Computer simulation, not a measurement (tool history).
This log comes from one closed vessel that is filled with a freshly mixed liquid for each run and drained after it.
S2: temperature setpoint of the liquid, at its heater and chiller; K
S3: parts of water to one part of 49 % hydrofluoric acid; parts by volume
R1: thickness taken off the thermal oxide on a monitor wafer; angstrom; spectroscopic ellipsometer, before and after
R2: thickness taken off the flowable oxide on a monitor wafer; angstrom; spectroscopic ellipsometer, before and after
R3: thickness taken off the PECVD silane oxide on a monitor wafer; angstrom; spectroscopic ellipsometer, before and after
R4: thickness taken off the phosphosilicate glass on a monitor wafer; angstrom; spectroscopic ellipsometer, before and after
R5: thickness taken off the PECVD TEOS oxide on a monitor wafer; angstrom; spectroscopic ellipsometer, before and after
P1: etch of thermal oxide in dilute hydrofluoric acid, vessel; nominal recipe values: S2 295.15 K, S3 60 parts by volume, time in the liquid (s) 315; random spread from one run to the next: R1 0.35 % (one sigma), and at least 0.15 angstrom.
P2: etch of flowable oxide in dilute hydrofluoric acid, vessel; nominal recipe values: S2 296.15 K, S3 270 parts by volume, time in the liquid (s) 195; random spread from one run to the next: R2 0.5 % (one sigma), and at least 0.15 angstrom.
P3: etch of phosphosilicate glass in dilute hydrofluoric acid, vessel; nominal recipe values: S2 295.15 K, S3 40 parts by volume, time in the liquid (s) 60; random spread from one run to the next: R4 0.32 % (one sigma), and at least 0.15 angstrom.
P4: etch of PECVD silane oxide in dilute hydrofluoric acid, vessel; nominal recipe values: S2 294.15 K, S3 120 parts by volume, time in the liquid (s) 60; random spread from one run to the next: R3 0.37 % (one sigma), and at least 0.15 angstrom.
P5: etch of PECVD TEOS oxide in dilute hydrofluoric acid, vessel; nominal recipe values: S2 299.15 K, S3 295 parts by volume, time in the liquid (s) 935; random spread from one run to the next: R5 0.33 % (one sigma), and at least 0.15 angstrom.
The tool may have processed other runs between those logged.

run 1 hour=2.6 | process_that_ran=P1 S2=295.15 S3=60 time_in_the_liquid_(s)=315 | R1=245.170
run 2 hour=5.1 | process_that_ran=P2 S2=296.15 S3=270 time_in_the_liquid_(s)=355 | R2=371.37
run 3 hour=7.2 | process_that_ran=P4 S2=294.15 S3=55 time_in_the_liquid_(s)=60 | R3=306.760
run 4 hour=9.8 | process_that_ran=P1 S2=295.15 S3=60 time_in_the_liquid_(s)=520 | R1=407.460
run 5 hour=13.6 | process_that_ran=P1 S2=295.15 S3=20 time_in_the_liquid_(s)=315 | R1=776.570
-- hour=15.5 thermometer replaced
run 6 hour=16.2 | process_that_ran=P1 S2=295.15 S3=60 time_in_the_liquid_(s)=315 | R1=245.270
run 7 hour=18.7 | process_that_ran=P4 S2=294.15 S3=120 time_in_the_liquid_(s)=60 | R3=131.020
run 8 hour=23.1 | process_that_ran=P2 S2=296.15 S3=270 time_in_the_liquid_(s)=195 | R2=203.48
run 9 hour=25.7 | process_that_ran=P4 S2=294.15 S3=120 time_in_the_liquid_(s)=60 | R3=131.030
run 10 hour=28.9 | process_that_ran=P2 S2=301.15 S3=270 time_in_the_liquid_(s)=195 | R2=242.12
run 11 hour=33.4 | process_that_ran=P1 S2=295.15 S3=60 time_in_the_liquid_(s)=315 | R1=246.210
run 12 hour=35.8 | process_that_ran=P3 S2=303.15 S3=40 time_in_the_liquid_(s)=60 | R4=2327.60
run 13 hour=38.7 | process_that_ran=P5 S2=299.15 S3=455 time_in_the_liquid_(s)=935 | R5=319.06
run 14 hour=40.7 | process_that_ran=P1 S2=295.15 S3=60 time_in_the_liquid_(s)=315 | R1=245.590
run 15 hour=42.8 | process_that_ran=P5 S2=299.15 S3=295 time_in_the_liquid_(s)=1810 | R5=1109.20
run 16 hour=45.4 | process_that_ran=P1 S2=301.15 S3=60 time_in_the_liquid_(s)=30 | R1=29.915
run 17 hour=49.6 | process_that_ran=P3 S2=295.15 S3=40 time_in_the_liquid_(s)=60 | R4=1690.50
run 18 hour=53.9 | process_that_ran=P3 S2=295.15 S3=40 time_in_the_liquid_(s)=30 | R4=842.69
run 19 hour=57.3 | process_that_ran=P1 S2=295.15 S3=85 time_in_the_liquid_(s)=315 | R1=168.490
run 20 hour=60.7 | process_that_ran=P3 S2=295.15 S3=70 time_in_the_liquid_(s)=60 | R4=930.42
run 21 hour=64.5 | process_that_ran=P5 S2=306.15 S3=295 time_in_the_liquid_(s)=935 | R5=722.57
run 22 hour=68.6 | process_that_ran=P1 S2=299.15 S3=60 time_in_the_liquid_(s)=315 | R1=289.860
run 23 hour=71.9 | process_that_ran=P1 S2=290.15 S3=60 time_in_the_liquid_(s)=315 | R1=199.660
run 24 hour=74.8 | process_that_ran=P1 S2=295.15 S3=60 time_in_the_liquid_(s)=115 | R1=89.801
run 25 hour=78.7 | process_that_ran=P5 S2=299.15 S3=295 time_in_the_liquid_(s)=935 | R5=571.54
run 26 hour=83.0 | process_that_ran=P1 S2=295.15 S3=60 time_in_the_liquid_(s)=315 | R1=245.640
run 27 hour=85.9 | process_that_ran=P4 S2=299.65 S3=120 time_in_the_liquid_(s)=60 | R3=163.350
run 28 hour=88.1 | process_that_ran=P2 S2=296.15 S3=55 time_in_the_liquid_(s)=195 | R2=1270.60
run 29 hour=91.7 | process_that_ran=P5 S2=299.15 S3=295 time_in_the_liquid_(s)=935 | R5=571.66
run 30 hour=94.4 | process_that_ran=P4 S2=294.15 S3=120 time_in_the_liquid_(s)=30 | R3=65.626
run 31 hour=96.7 | process_that_ran=P1 S2=295.15 S3=60 time_in_the_liquid_(s)=315 | R1=247.850
run 32 hour=100.5 | process_that_ran=P1 S2=295.15 S3=60 time_in_the_liquid_(s)=315 | R1=253.980

Run 33, settings as shown, results not yet in. Your forecast:
run 33 hour=103.3 | process_that_ran=P1 S2=295.15 S3=60 time_in_the_liquid_(s)=315 | R1=?

R1: 258.290 angstrom

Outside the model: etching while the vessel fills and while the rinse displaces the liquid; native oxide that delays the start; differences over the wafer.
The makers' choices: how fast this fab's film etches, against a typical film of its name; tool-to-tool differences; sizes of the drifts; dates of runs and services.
